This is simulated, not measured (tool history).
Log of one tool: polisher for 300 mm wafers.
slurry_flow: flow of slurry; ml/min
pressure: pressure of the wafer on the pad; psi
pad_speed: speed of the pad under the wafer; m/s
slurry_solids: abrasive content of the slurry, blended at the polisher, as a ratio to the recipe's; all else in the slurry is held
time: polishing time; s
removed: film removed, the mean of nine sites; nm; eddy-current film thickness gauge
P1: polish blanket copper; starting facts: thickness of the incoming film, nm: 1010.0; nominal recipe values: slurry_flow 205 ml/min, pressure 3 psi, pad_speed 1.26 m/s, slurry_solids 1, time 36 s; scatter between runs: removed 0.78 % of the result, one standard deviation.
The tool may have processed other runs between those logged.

| run | day | slurry_flow | pressure | pad_speed | slurry_solids | time | wafers polished on this pad | hours since the slurry nozzle was cleaned | hours since the head pressure was calibrated | hours since the slurry blender was calibrated | removed |
|---|---|---|---|---|---|---|---|---|---|---|---|
| 1 | 0.533 | 205 | 3 | 1.26 | 1 | 36 | 769 | 402.7 | 359.6 | 90 | 138.71 |
| 2 | 0.992 | 205 | 3 | 1.26 | 1 | 36 | 907 | 413.7 | 370.6 | 101 | 138.14 |
| 3 | 1.346 | 205 | 3 | 0.62 | 1 | 36 | 1013 | 422.2 | 379.1 | 109.5 | 66.606 |
| 4 | 1.842 | 205 | 2.2 | 1.26 | 1.35 | 36 | 1162 | 434.1 | 391 | 121.4 | 107.18 |
|  | 2.333 | slurry nozzle cleaned |
| 5 | 2.383 | 205 | 3 | 1.26 | 0.55 | 36 | 1324 | 1.2 | 404 | 134.4 | 121.23 |
| 6 | 2.758 | 205 | 3 | 1.82 | 1 | 36 | 1436 | 10.2 | 413 | 143.4 | 196.63 |
| 7 | 3.254 | 205 | 3 | 1.26 | 1 | 36 | 1585 | 22.1 | 424.9 | 155.3 | 137.78 |
| 8 | 3.604 | 205 | 1.6 | 1.26 | 1 | 36 | 1690 | 30.5 | 433.3 | 163.7 | 72.272 |
| 9 | 3.954 | 205 | 3 | 1.26 | 1.45 | 36 | 1795 | 38.9 | 441.7 | 172.1 | 149.34 |
| 10 | 4.2 | 205 | 3 | 1.26 | 1 | 46 | 1868 | 44.8 | 447.6 | 178 | 174.96 |
| 11 | 4.717 | 310 | 3 | 1.26 | 1 | 36 | 2023 | 57.2 | 460 | 190.4 | 141.84 |
| 12 | 5.217 | 205 | 3 | 1.26 | 1 | 16 | 2173 | 69.2 | 472 | 202.4 | 60.698 |
| 13 | 5.6 | 125 | 3 | 1.26 | 1 | 36 | 2288 | 78.4 | 481.2 | 211.6 | 126.34 |
| 14 | 5.904 | 205 | 3 | 1.26 | 1 | 36 | 2379 | 85.7 | 488.5 | 218.9 | 139.16 |
| 15 | 6.308 | 205 | 4.1 | 1.26 | 1 | 36 | 2500 | 95.4 | 498.2 | 228.6 | 187.68 |
| 16 | 6.838 | 290 | 3 | 0.64 | 1 | 36 | 2659 | 108.1 | 510.9 | 241.3 | 72.83 |
| 17 | 7.288 | 205 | 3 | 1.26 | 1 | 36 | 2793 | 118.9 | 521.7 | 252.1 | 137.04 |
| 18 | 7.767 | 205 | 3 | 1.26 | 1 | 36 | 2937 | 130.4 | 533.2 | 263.6 | 134.08 |
| 19 | 8.112 | 205 | 3 | 1.26 | 1 | 36 | 3041 | 138.7 | 541.5 | 271.9 | 131.66 |
| 20 | 8.429 | 205 | 3 | 1.26 | 1 | 36 | 3135 | 146.3 | 549.1 | 279.5 | 130.03 |
|  | 8.683 | slurry blender recalibrated |
| 21 | 8.854 | 205 | 3 | 1.26 | 1 | 36 | 3263 | 156.5 | 559.3 | 4.2 | 128.23 |

Predict the results of run 22:
|  | 8.917 | worn pad replaced by a new one |
| 22 | 9.221 | 205 | 3 | 1.26 | 1 | 36 | 92 | 165.3 | 568.1 | 13 | ? |

removed: 126.68 nm
